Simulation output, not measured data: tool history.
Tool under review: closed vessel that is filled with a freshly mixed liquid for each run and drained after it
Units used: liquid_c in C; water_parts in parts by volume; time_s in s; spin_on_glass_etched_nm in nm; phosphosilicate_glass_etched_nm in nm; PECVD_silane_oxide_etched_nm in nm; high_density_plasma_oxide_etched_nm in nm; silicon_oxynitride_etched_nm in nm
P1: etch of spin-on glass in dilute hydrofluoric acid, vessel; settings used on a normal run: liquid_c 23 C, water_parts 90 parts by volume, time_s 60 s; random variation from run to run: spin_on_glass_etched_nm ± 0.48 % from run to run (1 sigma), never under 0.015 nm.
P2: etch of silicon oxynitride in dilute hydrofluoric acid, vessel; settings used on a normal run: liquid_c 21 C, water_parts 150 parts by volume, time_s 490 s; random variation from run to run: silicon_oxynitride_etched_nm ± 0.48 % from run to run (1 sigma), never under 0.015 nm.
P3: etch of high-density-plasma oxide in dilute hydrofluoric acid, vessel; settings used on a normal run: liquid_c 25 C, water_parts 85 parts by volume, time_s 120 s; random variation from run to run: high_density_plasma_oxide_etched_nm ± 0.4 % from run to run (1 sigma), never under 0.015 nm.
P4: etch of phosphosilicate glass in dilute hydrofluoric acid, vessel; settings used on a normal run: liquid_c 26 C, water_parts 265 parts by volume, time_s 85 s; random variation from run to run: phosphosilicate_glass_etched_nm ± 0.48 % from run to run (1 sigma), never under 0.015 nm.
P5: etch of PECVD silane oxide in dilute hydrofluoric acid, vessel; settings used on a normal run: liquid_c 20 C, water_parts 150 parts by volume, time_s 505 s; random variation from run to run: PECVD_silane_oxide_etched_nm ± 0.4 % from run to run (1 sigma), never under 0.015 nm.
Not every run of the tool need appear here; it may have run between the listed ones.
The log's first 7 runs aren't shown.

run	day	process	liquid_c	water_parts	time_s	spin_on_glass_etched_nm	phosphosilicate_glass_etched_nm	PECVD_silane_oxide_etched_nm	high_density_plasma_oxide_etched_nm	silicon_oxynitride_etched_nm
8	1.45	P2	21	150	490					13.205
9	1.617	P1	18	90	85	41.087				
10	1.725	P1	23	90	60	35.887				
11	1.867	P5	20	150	505			48.213		
12	2.038	P1	23	40	90	127.95				
13	2.267	P4	26	265	85		41.853			
14	2.383	P4	26	265	135		67.039			
15	2.5	P3	25	85	195				17.389	
16	2.617	P1	23	90	60	35.557				
17	2.762	P1	18	90	60	28.886				
18	2.9	P1	23	90	60	35.55				
19	3.004	P3	21	85	120				9.1119	
20	3.167	P2	21	150	30					0.81552
21	3.346	P5	20	150	200			19.027		
22	3.529	P1	23	30	105	200.84				
23	3.692	P4	26	55	85		259.66			

Run 24 has not been measured yet. What should we expect?
24	3.888	P5	20	150	505			?		

PECVD_silane_oxide_etched_nm: 48.197 nm
